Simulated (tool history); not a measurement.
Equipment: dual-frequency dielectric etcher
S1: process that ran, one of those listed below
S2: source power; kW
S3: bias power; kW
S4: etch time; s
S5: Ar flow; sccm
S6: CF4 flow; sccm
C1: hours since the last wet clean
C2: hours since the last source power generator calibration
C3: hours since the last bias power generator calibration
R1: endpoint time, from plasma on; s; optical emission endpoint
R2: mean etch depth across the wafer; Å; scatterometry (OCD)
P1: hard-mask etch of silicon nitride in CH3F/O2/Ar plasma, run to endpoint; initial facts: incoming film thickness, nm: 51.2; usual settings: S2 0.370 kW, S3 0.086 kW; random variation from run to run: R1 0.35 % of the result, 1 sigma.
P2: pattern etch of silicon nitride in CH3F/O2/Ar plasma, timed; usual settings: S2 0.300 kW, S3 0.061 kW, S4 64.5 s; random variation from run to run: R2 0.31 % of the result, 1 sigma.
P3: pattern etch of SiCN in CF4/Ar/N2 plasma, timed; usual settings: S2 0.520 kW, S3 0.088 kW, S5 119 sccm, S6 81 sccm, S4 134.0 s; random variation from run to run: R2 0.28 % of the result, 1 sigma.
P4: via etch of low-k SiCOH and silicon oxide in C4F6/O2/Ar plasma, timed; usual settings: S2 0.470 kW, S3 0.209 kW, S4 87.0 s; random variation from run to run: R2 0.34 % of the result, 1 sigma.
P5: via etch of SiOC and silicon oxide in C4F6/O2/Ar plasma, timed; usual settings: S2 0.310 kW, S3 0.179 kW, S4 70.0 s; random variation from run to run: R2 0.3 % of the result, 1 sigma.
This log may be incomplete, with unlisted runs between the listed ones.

Run 1, day 0.342: S1 P1, S2 0.370 kW, S3 0.086 kW; C1 139.4; C2 488.8; C3 1643.1. Result: R1 73.151 s.
Run 2, day 0.817: S1 P2, S2 0.300 kW, S3 0.049 kW, S4 64.5 s; C1 150.8; C2 500.2; C3 1654.5. Result: R2 351.04 Å.
Run 3, day 1.350: S1 P5, S2 0.190 kW, S3 0.179 kW, S4 70.0 s; C1 163.6; C2 513.0; C3 1667.3. Result: R2 615.06 Å.
Run 4, day 1.929: S1 P5, S2 0.310 kW, S3 0.179 kW, S4 70.0 s; C1 177.5; C2 526.9; C3 1681.2. Result: R2 740.53 Å.
Run 5, day 2.383: S1 P2, S2 0.300 kW, S3 0.061 kW, S4 64.5 s; C1 188.4; C2 537.8; C3 1692.1. Result: R2 379.83 Å.
Run 6, day 2.733: S1 P1, S2 0.280 kW, S3 0.086 kW; C1 196.8; C2 546.2; C3 1700.5. Result: R1 80.864 s.
Run 7, day 3.017: S1 P2, S2 0.420 kW, S3 0.061 kW, S4 64.5 s; C1 203.6; C2 553.0; C3 1707.3. Result: R2 431.94 Å.
Run 8, day 3.304: S1 P3, S2 0.520 kW, S3 0.088 kW, S4 73.5 s, S5 119 sccm, S6 81 sccm; C1 210.5; C2 559.9; C3 1714.2. Result: R2 759.20 Å.
Run 9, day 3.838: S1 P3, S2 0.380 kW, S3 0.088 kW, S4 134.0 s, S5 119 sccm, S6 81 sccm; C1 223.3; C2 572.7; C3 1727.0. Result: R2 1051.80 Å.
Run 10, day 4.383: S1 P3, S2 0.520 kW, S3 0.088 kW, S4 134.0 s, S5 119 sccm, S6 55 sccm; C1 236.4; C2 585.8; C3 1740.1. Result: R2 1302.30 Å.
Run 11, day 4.708: S1 P3, S2 0.520 kW, S3 0.088 kW, S4 134.0 s, S5 148 sccm, S6 81 sccm; C1 244.2; C2 593.6; C3 1747.9. Result: R2 1337.50 Å.
Run 12, day 5.125: S1 P1, S2 0.500 kW, S3 0.063 kW; C1 254.2; C2 603.6; C3 1757.9. Result: R1 72.265 s.
Run 13, day 5.704: S1 P3, S2 0.520 kW, S3 0.058 kW, S4 134.0 s, S5 119 sccm, S6 81 sccm; C1 268.1; C2 617.5; C3 1771.8. Result: R2 1199.00 Å.
Run 14, day 6.067: S1 P1, S2 0.430 kW, S3 0.086 kW; C1 276.8; C2 626.2; C3 1780.5. Result: R1 68.767 s.
Run 15, day 6.525: S1 P5, S2 0.310 kW, S3 0.125 kW, S4 70.0 s; C1 287.8; C2 637.2; C3 1791.5. Result: R2 662.64 Å.
Run 16, day 6.850: S1 P2, S2 0.300 kW, S3 0.061 kW, S4 64.5 s; C1 295.6; C2 645.0; C3 1799.3. Result: R2 378.98 Å.
Run 17, day 7.125: S1 P1, S2 0.370 kW, S3 0.086 kW; C1 302.2; C2 651.6; C3 1805.9. Result: R1 72.522 s.
Run 18, day 7.662: S1 P4, S2 0.470 kW, S3 0.209 kW, S4 56.5 s; C1 315.1; C2 664.5; C3 1818.8. Result: R2 1759.10 Å.
Run 19, day 8.158: S1 P1, S2 0.370 kW, S3 0.086 kW; C1 327.0; C2 676.4; C3 1830.7. Result: R1 72.964 s.
Run 20, day 8.475: S1 P3, S2 0.520 kW, S3 0.088 kW, S4 134.0 s, S5 119 sccm, S6 81 sccm; C1 334.6; C2 684.0; C3 1838.3. Result: R2 1376.40 Å.
Run 21, day 8.896: S1 P4, S2 0.560 kW, S3 0.209 kW, S4 87.0 s; C1 344.7; C2 694.1; C3 1848.4. Result: R2 2876.00 Å.
Run 22, day 9.433: S1 P4, S2 0.470 kW, S3 0.209 kW, S4 87.0 s; C1 357.6; C2 707.0; C3 1861.3. Result: R2 2695.10 Å.
Run 23, day 9.908: S1 P1, S2 0.250 kW, S3 0.102 kW; C1 369.0; C2 718.4; C3 1872.7. Result: R1 79.546 s.

Predict the results of run 24:
Run 24, day 10.412: S1 P5, S2 0.310 kW, S3 0.179 kW, S4 70.0 s; C1 381.1; C2 730.5; C3 1884.8. Result: R2 ?.

{"run 24": {"R2": 742.23}}
